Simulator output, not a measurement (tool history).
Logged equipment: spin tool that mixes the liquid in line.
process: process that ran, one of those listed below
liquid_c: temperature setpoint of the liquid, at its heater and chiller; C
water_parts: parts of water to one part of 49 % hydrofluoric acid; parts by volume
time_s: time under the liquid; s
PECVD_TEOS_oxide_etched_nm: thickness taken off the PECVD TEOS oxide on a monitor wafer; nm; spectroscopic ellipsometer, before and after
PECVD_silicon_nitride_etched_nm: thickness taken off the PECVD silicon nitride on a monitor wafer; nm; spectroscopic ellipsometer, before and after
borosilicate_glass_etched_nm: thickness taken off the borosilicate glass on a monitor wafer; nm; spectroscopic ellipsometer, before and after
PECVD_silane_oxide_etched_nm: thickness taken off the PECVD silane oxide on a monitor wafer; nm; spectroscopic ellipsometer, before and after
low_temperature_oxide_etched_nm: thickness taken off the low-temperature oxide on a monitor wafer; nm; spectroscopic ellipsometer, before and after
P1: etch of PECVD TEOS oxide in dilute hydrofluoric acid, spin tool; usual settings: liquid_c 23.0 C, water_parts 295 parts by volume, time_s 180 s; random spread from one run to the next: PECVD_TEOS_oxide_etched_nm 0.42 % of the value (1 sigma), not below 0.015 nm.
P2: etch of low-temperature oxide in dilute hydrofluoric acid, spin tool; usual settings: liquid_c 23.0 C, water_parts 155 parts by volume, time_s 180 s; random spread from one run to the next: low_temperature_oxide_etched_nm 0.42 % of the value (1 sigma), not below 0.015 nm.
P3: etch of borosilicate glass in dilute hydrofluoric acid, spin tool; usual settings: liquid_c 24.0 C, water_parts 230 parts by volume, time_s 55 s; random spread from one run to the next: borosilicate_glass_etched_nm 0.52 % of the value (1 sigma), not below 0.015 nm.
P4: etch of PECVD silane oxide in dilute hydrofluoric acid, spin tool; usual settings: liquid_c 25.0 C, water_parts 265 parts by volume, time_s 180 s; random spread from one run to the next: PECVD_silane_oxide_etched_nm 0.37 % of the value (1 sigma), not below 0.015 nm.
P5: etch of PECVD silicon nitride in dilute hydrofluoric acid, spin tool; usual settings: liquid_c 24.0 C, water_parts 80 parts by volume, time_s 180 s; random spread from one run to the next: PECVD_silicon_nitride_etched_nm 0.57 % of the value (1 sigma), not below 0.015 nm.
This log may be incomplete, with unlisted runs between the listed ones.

run   hour  process  liquid_c  water_parts  time_s  PECVD_TEOS_oxide_etched_nm  PECVD_silicon_nitride_etched_nm  borosilicate_glass_etched_nm  PECVD_silane_oxide_etched_nm  low_temperature_oxide_etched_nm
  1   12.5       P1      23.0          295     180                     12.7760
  2   25.4       P5      24.0          125     180                                                       8.0785
  3   32.0       P3      24.0          230      55                                                                                     6.4246
  4   42.3       P1      23.0          295      55                      3.9256
  5   51.1       P3      24.0          230      55                                                                                     6.5228
  6   64.2       P5      24.0           80     180                                                      12.4310
  7   73.7       P4      25.0          465     180                                                                                                                   4.8516
  8   83.5       P5      17.5           80     180                                                       8.0615
  9   97.8       P1      23.0          295     270                     19.0100
 10  108.7       P2      23.0          275     180                                                                                                                                                   12.6140
 11  119.5       P1      23.0          295     180                     12.6860
 12  126.2       P4      17.0          265     180                                                                                                                   7.7177
 13  133.3       P1      29.0          295     180                     15.5810
 14  143.6       P2      23.0          155     180                                                                                                                                                   25.4140
 15  155.6       P1      23.0          295     180                     12.7860
 16  163.9       P4      25.0          265      60                                                                                                                   3.4487
 17  172.1       P2      19.0          155     180                                                                                                                                                   21.7970
 18  181.7       P2      23.0          155      60                                                                                                                                                    8.5815
 19  189.7       P3      24.0          405      55                                                                                     3.1173
 20  196.9       P1      23.0          150     180                     28.7700
 21  203.4       P1      23.0          160     255                     38.3050
 22  217.3       P3      24.0          230      15                                                                                     1.7513
 23  225.0       P1      23.0          455     180                      7.1681
 24  238.1       P1      23.0          295     180                     12.7230
 25  249.9       P3      32.0          230      55                                                                                     8.5803
 26  262.7       P1      17.0          295     180                     10.2890
     263.0  -- hydrofluoric acid flow meter replaced
 27  274.6       P4      25.0          265     180                                                                                                                  10.3950
 28  281.5       P5      24.0           80      15                                                       1.0583

Run 29, settings as shown, results not yet in. Your forecast:
 29  295.4       P1      23.0          295     180                           ?

{"run 29": {"PECVD_TEOS_oxide_etched_nm": 12.687}}
